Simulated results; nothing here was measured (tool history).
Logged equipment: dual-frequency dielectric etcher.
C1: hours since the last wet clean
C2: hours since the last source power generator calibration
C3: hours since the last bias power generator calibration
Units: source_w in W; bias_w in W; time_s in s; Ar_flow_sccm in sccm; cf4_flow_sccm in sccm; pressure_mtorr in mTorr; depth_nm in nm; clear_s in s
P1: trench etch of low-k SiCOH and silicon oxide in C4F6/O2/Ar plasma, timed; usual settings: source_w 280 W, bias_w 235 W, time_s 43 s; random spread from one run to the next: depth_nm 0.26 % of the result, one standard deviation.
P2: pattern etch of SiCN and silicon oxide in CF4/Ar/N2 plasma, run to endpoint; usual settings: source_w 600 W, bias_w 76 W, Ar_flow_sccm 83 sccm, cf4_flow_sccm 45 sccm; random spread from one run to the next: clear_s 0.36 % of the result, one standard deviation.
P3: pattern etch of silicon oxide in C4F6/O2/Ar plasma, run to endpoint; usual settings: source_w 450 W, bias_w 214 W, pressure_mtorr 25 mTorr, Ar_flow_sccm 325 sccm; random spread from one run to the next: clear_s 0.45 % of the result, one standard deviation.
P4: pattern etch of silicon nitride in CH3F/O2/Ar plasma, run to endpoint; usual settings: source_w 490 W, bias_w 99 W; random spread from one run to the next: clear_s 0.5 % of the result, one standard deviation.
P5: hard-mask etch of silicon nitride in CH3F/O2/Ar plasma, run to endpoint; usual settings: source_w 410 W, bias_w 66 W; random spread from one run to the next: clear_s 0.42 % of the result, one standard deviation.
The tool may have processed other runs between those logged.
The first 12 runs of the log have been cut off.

{"run": 13, "hour": 116.5, "process": "P5", "source_w": 410, "bias_w": 84, "C1": 358.2, "C2": 1826.6, "C3": 376.7, "clear_s": 76.257}
{"run": 14, "hour": 122.9, "process": "P1", "source_w": 280, "bias_w": 235, "time_s": 43, "C1": 364.6, "C2": 1833, "C3": 383.1, "depth_nm": 134.61}
{"run": 15, "hour": 135.7, "process": "P1", "source_w": 280, "bias_w": 235, "time_s": 57, "C1": 377.4, "C2": 1845.8, "C3": 395.9, "depth_nm": 178.85}
{"run": 16, "hour": 145.1, "process": "P1", "source_w": 280, "bias_w": 235, "time_s": 43, "C1": 386.8, "C2": 1855.2, "C3": 405.3, "depth_nm": 135.03}
{"run": 17, "hour": 151.1, "process": "P3", "source_w": 450, "bias_w": 214, "Ar_flow_sccm": 325, "pressure_mtorr": 25, "C1": 392.8, "C2": 1861.2, "C3": 411.3, "clear_s": 13.904}
{"run": 18, "hour": 160.4, "process": "P1", "source_w": 160, "bias_w": 235, "time_s": 43, "C1": 402.1, "C2": 1870.5, "C3": 420.6, "depth_nm": 108.6}
{"run": 19, "hour": 171.9, "process": "P1", "source_w": 280, "bias_w": 334, "time_s": 43, "C1": 413.6, "C2": 1882, "C3": 432.1, "depth_nm": 152.79}
{"run": 20, "hour": 183.5, "process": "P2", "source_w": 600, "bias_w": 76, "Ar_flow_sccm": 83, "cf4_flow_sccm": 30, "C1": 425.2, "C2": 1893.6, "C3": 443.7, "clear_s": 8.4395}
{"run": 21, "hour": 195.7, "process": "P3", "source_w": 450, "bias_w": 214, "Ar_flow_sccm": 325, "pressure_mtorr": 33.5, "C1": 437.4, "C2": 1905.8, "C3": 455.9, "clear_s": 14.473}
{"run": 22, "hour": 201.4, "process": "P2", "source_w": 600, "bias_w": 76, "Ar_flow_sccm": 83, "cf4_flow_sccm": 45, "C1": 443.1, "C2": 1911.5, "C3": 461.6, "clear_s": 7.8422}
{"run": 23, "hour": 213.8, "process": "P4", "source_w": 490, "bias_w": 99, "C1": 455.5, "C2": 1923.9, "C3": 474, "clear_s": 44.671}
{"run": 24, "hour": 221.5, "process": "P1", "source_w": 340, "bias_w": 235, "time_s": 43, "C1": 463.2, "C2": 1931.6, "C3": 481.7, "depth_nm": 145.17}
{"run": 25, "hour": 234.4, "process": "P1", "source_w": 280, "bias_w": 235, "time_s": 43, "C1": 476.1, "C2": 1944.5, "C3": 494.6, "depth_nm": 135.23}
{"run": 26, "hour": 247.1, "process": "P3", "source_w": 450, "bias_w": 214, "Ar_flow_sccm": 325, "pressure_mtorr": 25, "C1": 488.8, "C2": 1957.2, "C3": 507.3, "clear_s": 13.749}
{"run": 27, "hour": 254.3, "process": "P2", "source_w": 440, "bias_w": 76, "Ar_flow_sccm": 83, "cf4_flow_sccm": 45, "C1": 496, "C2": 1964.4, "C3": 514.5, "clear_s": 10.347}
{"run": 28, "hour": 261.7, "process": "P1", "source_w": 280, "bias_w": 235, "time_s": 23.5, "C1": 503.4, "C2": 1971.8, "C3": 521.9, "depth_nm": 73.673}
{"run": 29, "hour": 267.4, "process": "P1", "source_w": 280, "bias_w": 235, "time_s": 43, "C1": 509.1, "C2": 1977.5, "C3": 527.6, "depth_nm": 135.24}
{"run": 30, "hour": 272.9, "process": "P3", "source_w": 320, "bias_w": 214, "Ar_flow_sccm": 325, "pressure_mtorr": 25, "C1": 514.6, "C2": 1983, "C3": 533.1, "clear_s": 15.796}
{"run": 31, "hour": 278.7, "process": "P1", "source_w": 280, "bias_w": 180, "time_s": 43, "C1": 520.4, "C2": 1988.8, "C3": 538.9, "depth_nm": 123.43}
{"run": 32, "hour": 290.0, "process": "P5", "source_w": 540, "bias_w": 66, "C1": 531.7, "C2": 2000.1, "C3": 550.2, "clear_s": 73.149}
{"run": 33, "hour": 296.6, "process": "P1", "source_w": 280, "bias_w": 235, "time_s": 43, "C1": 538.3, "C2": 2006.7, "C3": 556.8, "depth_nm": 134.97}
{"run": 34, "hour": 307.1, "process": "P1", "source_w": 280, "bias_w": 235, "time_s": 43, "C1": 548.8, "C2": 2017.2, "C3": 567.3, "depth_nm": 135.4}

Run 35 is up next; what results do you expect?
{"run": 35, "hour": 312.8, "process": "P1", "source_w": 280, "bias_w": 235, "time_s": 43, "C1": 554.5, "C2": 2022.9, "C3": 573, "depth_nm": "?"}

{"run 35": {"depth_nm": 136.58}}
